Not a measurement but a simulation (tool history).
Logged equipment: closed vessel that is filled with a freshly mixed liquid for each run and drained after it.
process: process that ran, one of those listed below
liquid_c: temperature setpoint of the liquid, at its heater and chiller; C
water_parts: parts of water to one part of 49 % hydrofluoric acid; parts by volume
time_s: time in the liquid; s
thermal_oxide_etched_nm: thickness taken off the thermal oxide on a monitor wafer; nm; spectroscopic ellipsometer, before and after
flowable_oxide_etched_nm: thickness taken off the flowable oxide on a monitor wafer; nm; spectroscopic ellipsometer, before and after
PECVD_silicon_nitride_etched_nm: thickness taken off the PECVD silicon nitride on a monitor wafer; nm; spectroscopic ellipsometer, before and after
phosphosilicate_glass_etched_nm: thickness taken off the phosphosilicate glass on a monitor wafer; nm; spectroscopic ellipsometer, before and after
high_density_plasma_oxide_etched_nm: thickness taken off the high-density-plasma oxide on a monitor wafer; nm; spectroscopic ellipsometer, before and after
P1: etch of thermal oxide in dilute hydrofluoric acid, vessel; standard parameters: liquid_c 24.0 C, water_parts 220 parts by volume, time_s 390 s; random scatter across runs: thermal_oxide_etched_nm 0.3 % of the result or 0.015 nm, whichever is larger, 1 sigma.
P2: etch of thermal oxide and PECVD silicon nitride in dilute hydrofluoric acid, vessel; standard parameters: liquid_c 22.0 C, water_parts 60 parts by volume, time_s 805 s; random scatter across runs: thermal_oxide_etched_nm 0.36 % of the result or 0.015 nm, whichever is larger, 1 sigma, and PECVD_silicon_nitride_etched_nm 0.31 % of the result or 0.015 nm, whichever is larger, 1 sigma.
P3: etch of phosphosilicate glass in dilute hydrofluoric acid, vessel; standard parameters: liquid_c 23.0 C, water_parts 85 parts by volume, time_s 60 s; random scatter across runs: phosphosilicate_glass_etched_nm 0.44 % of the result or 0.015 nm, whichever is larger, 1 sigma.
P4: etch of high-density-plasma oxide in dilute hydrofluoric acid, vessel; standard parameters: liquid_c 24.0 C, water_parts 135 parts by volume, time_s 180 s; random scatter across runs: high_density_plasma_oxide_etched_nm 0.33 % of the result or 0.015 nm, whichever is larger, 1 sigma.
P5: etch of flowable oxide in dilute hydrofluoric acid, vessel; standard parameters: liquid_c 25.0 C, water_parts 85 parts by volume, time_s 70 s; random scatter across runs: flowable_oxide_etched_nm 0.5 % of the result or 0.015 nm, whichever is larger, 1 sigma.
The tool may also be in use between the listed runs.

run   hour  process  liquid_c  water_parts  time_s  hours since the thermometer was replaced  hours since the hydrofluoric acid flow meter was replaced  thermal_oxide_etched_nm  flowable_oxide_etched_nm  PECVD_silicon_nitride_etched_nm  phosphosilicate_glass_etched_nm  high_density_plasma_oxide_etched_nm
  1    6.5       P1      24.0          220     390                                     287.4                                                      638.3                   7.2602
  2   14.1       P5      25.0           85      30                                     295.0                                                      645.9                                             19.797
  3   21.2       P2      30.0           60     805                                     302.1                                                      653.0                  79.6560                                                    38.0990
  4   31.6       P1      24.0          220     390                                     312.5                                                      663.4                   7.3025
  5   42.8       P5      25.0           85      70                                     323.7                                                      674.6                                             46.740
  6   49.3       P3      23.0          130      60                                     330.2                                                      681.1                                                                                                               36.347
  7   57.7       P4      24.0          135     180                                     338.6                                                      689.5                                                                                                                                                    7.3314
  8   64.4       P1      24.0          375     390                                     345.3                                                      696.2                   3.6562
  9   73.3       P2      22.0           60     265                                     354.2                                                      705.1                  19.0340                                                     7.3817
      78.3  -- thermometer replaced
 10   80.3       P1      24.0          110     390                                       2.0                                                      712.1                  16.5350
 11   90.7       P1      24.0          220     630                                      12.4                                                      722.5                  11.7590
 12   96.8       P5      25.0           55      70                                      18.5                                                      728.6                                             74.723
 13  108.2       P1      24.0          220     390                                      29.9                                                      740.0                   7.2754
 14  119.3       P1      24.0          220     390                                      41.0                                                      751.1                   7.2893
 15  129.9       P1      30.0          220     390                                      51.6                                                      761.7                   9.0298
 16  140.9       P4      24.0          230     180                                      62.6                                                      772.7                                                                                                                                                    3.8597
 17  149.4       P2      22.0           60     805                                      71.1                                                      781.2                  57.8750                                                    22.4650
 18  155.4       P1      29.0          220     185                                      77.1                                                      787.2                   4.1077
 19  165.1       P1      17.5          125     390                                      86.8                                                      796.9                  11.0000
 20  174.5       P3      29.5           85      60                                      96.2                                                      806.3                                                                                                               75.795
 21  181.9       P1      17.0          220     120                                     103.6                                                      813.7                   1.7101
 22  193.8       P2      22.0           20     805                                     115.5                                                      825.6                 182.0700                                                    65.0680
 23  199.8       P4      30.0          135     180                                     121.5                                                      831.6                                                                                                                                                    9.2281
 24  206.4       P1      17.0          220     390                                     128.1                                                      838.2                   5.6423
 25  214.4       P5      33.0           85      70                                     136.1                                                      846.2                                             63.893
 26  220.8       P3      23.0           85      30                                     142.5                                                      852.6                                                                                                               29.536
 27  227.7       P5      25.0           85      70                                     149.4                                                      859.5                                             46.410
 28  239.7       P4      24.0          135     350                                     161.4                                                      871.5                                                                                                                                                   14.3170
 29  249.9       P1      24.0          220     390                                     171.6                                                      881.7                   7.2847
 30  262.2       P1      24.0          220     390                                     183.9                                                      894.0                   7.2663
 31  272.8       P1      24.0          220     390                                     194.5                                                      904.6                   7.3316
 32  280.1       P3      23.0           85      60                                     201.8                                                      911.9                                                                                                               58.835
 33  290.6       P3      23.0           85      60                                     212.3                                                      922.4                                                                                                               58.472
 34  300.2       P1      24.0          220     190                                     221.9                                                      932.0                   3.5322
 35  307.8       P1      24.0          220     390                                     229.5                                                      939.6                   7.3424
 36  315.4       P1      24.0          220     390                                     237.1                                                      947.2                   7.1420
 37  322.4       P1      24.0          220     390                                     244.1                                                      954.2                   7.0975
 38  330.2       P1      24.0          220     390                                     251.9                                                      962.0                   7.0202
 39  340.1       P1      24.0          220     390                                     261.8                                                      971.9                   6.9324
 40  348.5       P1      24.0          220     390                                     270.2                                                      980.3                   6.9254
 41  358.6       P1      24.0          220     390                                     280.3                                                      990.4                   6.8950
 42  366.1       P1      24.0          220     390                                     287.8                                                      997.9                   6.8451
 43  378.2       P1      24.0          220     390                                     299.9                                                     1010.0                   6.8725
 44  388.5       P1      24.0          220     390                                     310.2                                                     1020.3                   6.8952
 45  399.1       P1      24.0          220     390                                     320.8                                                     1030.9                   6.8408
 46  404.6       P1      24.0          220     390                                     326.3                                                     1036.4                   6.8839

Compared with where it was, what P1 gives has crept away. Each cause listed below fits the log as well as the rest, at the size given for it:
A: liquid colder than its thermometer reads (K) = 1.77
B: hydrofluoric acid flow below the setpoint (%) = 5.14
Creep in the process output first set in at about hour 307.8.

Of the 4 check runs listed below, each run on one wafer and each result written as a question mark, which would let you distinguish the listed causes because they would give clearly different results?
check 1  410.1       P4      24.0          215     315                                                                                                                                                                                                                                                              ?
check 2  410.1       P2      25.0           60     805                                                                                                                             ?                                                          ?
check 3  410.1       P3      23.0          130      60                                                                                                                                                                                                                         ?
check 4  410.1       P5      28.5           85      70                                                                                                                                                       ?

Outcome of each check run for each possible cause:
  check                               result     if A     if B
check 1  high_density_plasma_oxide_etched_nm   6.9346   6.9375
check 2              thermal_oxide_etched_nm  60.8010  61.7270
check 2      PECVD_silicon_nitride_etched_nm  24.4430  26.1310
check 3      phosphosilicate_glass_etched_nm   33.928   34.239
check 4             flowable_oxide_etched_nm   49.733   50.205
Per check, the gap between the least separated pair of causes, taken in the result that splits them most: check 1 0.04 %; check 2 6.68 %; check 3 0.91 %; check 4 0.94 %
Of the check runs offered, only check 2 discriminates between the causes; the rest would read about the same regardless of which cause applies.

With check 2 done, the readings were: thermal_oxide_etched_nm 61.6390 nm; PECVD_silicon_nitride_etched_nm 26.1390 nm. Identify which of the listed causes applies.

The cause is B: hydrofluoric acid flow below the setpoint (%).
